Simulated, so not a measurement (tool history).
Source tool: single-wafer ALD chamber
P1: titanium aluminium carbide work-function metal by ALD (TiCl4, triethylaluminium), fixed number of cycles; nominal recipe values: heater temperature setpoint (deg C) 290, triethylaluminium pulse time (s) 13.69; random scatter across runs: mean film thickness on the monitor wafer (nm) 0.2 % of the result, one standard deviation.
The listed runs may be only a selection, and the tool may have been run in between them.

run    day  heater temperature setpoint (deg C)  triethylaluminium pulse time (s)  hours since the last thermocouple change  hours since the last triethylaluminium bottle change  mean film thickness on the monitor wafer (nm)
  1  0.238                                  290                             13.69                                    1600.8                                                 212.9                                         1.9522
  2   0.45                                  290                             13.69                                    1605.9                                                   218                                         1.9565
  3  0.558                                  290                             13.69                                    1608.5                                                 220.6                                         1.9501
  4  0.733                                  313                               7.5                                    1612.7                                                 224.8                                         2.0144
  5  0.925                                  310                             20.26                                    1617.3                                                 229.4                                         2.1457
  6  1.133                                  272                              5.41                                    1622.3                                                 234.4                                         1.5359
  7  1.304                                  290                              20.6                                    1626.4                                                 238.5                                         1.9679
  8  1.458                                  290                             13.69                                    1630.1                                                 242.2                                         1.9507
  9  1.671                                  271                             13.69                                    1635.2                                                 247.3                                          1.786
 10  1.862                                  313                             13.69                                    1639.8                                                 251.9                                         2.1553
 11  2.075                                  290                              8.03                                    1644.9                                                   257                                         1.8412
 12  2.229                                  290                             13.69                                    1648.6                                                 260.7                                         1.9503

Predict the results of run 13:
 13  2.45                                  290                             13.69                                    1653.9                                                   266                                              ?

mean film thickness on the monitor wafer (nm): 1.9344
